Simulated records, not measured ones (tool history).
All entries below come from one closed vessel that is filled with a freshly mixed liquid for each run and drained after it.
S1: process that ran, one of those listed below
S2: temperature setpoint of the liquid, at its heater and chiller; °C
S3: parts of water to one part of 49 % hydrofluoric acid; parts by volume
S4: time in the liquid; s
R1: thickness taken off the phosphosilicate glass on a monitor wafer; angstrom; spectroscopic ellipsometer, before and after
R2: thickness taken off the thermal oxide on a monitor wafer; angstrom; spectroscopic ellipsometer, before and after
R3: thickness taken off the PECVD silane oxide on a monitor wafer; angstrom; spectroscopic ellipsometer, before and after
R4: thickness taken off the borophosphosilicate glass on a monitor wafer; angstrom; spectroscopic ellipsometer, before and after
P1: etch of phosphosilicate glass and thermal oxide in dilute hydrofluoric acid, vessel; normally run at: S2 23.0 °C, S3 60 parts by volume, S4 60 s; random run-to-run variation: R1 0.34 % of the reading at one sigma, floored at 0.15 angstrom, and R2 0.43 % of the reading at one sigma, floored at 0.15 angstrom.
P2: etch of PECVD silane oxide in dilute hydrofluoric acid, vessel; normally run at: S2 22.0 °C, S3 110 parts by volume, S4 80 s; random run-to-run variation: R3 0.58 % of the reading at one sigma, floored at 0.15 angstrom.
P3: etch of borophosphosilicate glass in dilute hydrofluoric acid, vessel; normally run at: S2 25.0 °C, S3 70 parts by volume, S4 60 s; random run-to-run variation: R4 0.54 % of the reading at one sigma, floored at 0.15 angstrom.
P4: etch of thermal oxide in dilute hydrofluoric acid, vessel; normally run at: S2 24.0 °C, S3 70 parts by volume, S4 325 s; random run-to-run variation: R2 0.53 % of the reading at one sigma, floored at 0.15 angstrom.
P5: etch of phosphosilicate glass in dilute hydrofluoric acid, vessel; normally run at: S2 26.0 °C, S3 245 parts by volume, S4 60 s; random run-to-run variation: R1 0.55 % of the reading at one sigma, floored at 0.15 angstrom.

run,hour,S1,S2,S3,S4,R1,R2,R3,R4
1,19.3,P1,23.0,60,60,899.93,47.209,,
2,37.3,P2,22.0,110,115,,,279.34,
3,53.3,P1,23.0,60,60,893.20,47.874,,
4,65.2,P3,25.0,70,60,,,,448.95
5,81.4,P1,23.0,110,60,459.42,24.436,,
6,94.9,P1,23.0,60,60,896.63,47.548,,
7,106.5,P4,24.0,70,620,,427.530,,
8,115.1,P3,25.0,115,60,,,,258.88
9,130.3,P1,23.0,60,110,1630.70,86.605,,
10,141.6,P1,23.0,60,35,522.20,27.631,,
11,156.8,P5,26.0,245,30,175.57,,,
12,169.8,P2,22.0,110,80,,,193.34,
13,188.8,P4,24.0,40,325,,409.270,,
14,199.2,P3,25.0,70,110,,,,829.33
15,216.9,P2,22.0,35,80,,,671.88,
16,230.8,P3,31.0,70,60,,,,565.64
17,244.4,P1,23.0,35,60,1585.90,83.941,,
18,257.2,P5,26.0,440,60,162.37,,,
19,268.5,P5,26.0,245,60,351.83,,,
20,285.9,P1,30.5,60,60,1202.70,63.480,,
21,299.6,P5,32.0,245,60,425.51,,,
22,312.9,P1,23.0,60,60,896.03,47.596,,
23,321.9,P1,23.0,60,60,902.44,47.605,,
24,336.9,P4,24.0,70,325,,224.400,,
25,354.9,P1,27.0,80,60,763.60,40.758,,
26,373.0,P2,22.0,110,80,,,195.71,
27,386.2,P2,28.5,110,80,,,250.21,
28,397.2,P1,23.0,60,60,895.35,47.168,,
29,408.9,P4,24.0,70,325,,224.390,,
30,422.2,P4,17.0,70,325,,169.600,,
31,439.0,P1,17.5,60,60,711.08,37.451,,
32,449.8,P1,23.0,60,60,892.53,47.602,,
33,464.7,P1,23.0,60,60,920.42,49.415,,
34,475.1,P1,23.0,60,60,936.80,49.489,,
35,490.7,P1,23.0,60,60,946.28,50.700,,
36,502.9,P1,23.0,60,60,958.24,51.718,,
37,517.2,P1,23.0,60,60,966.36,51.426,,
38,536.0,P1,23.0,60,60,976.40,51.219,,
39,554.6,P1,23.0,60,60,977.11,52.091,,
40,565.9,P1,23.0,60,60,979.22,52.278,,
41,582.5,P1,23.0,60,60,984.40,51.861,,
42,594.6,P1,23.0,60,60,984.38,51.730,,
43,611.0,P1,23.0,60,60,985.72,52.331,,

P1 no longer gives what it gave before; its output has crept away from where it was. The following 2 causes, each at its listed size, fit the log equally well:
A: hydrofluoric acid flow above the setpoint (%) = 9.32
B: liquid hotter than its thermometer reads (K) = 2.35
The onset of the drift is placed at about hour 449.8.

Each of the check runs listed below is run on 2 wafers and reports their average, with the results left as question marks. Pick the one under which the possible causes would lead to clearly different results.
check 1,627.4,P2,22.0,110,80,,,?,
check 2,627.4,P5,26.0,245,60,?,,,
check 3,627.4,P4,24.0,70,325,,?,,
check 4,627.4,P3,25.0,70,60,,,,?

Expected result of each check under each candidate cause:
check,result,if A,if B
check 1,R3,214.44,212.96
check 2,R1,393.09,381.30
check 3,R2,248.780,248.130
check 4,R4,496.82,495.05
Per-check spread between the two closest causes, in the result where they differ most: check 1 0.69 %; check 2 3.05 %; check 3 0.26 %; check 4 0.36 %
The other checks would show nearly matching results whichever cause is true, so check 2 is the only one that separates the causes.

Running check 2 produced the following: R1 381.27 angstrom. Which one of the listed causes fits?

B is the cause: liquid hotter than its thermometer reads (K).

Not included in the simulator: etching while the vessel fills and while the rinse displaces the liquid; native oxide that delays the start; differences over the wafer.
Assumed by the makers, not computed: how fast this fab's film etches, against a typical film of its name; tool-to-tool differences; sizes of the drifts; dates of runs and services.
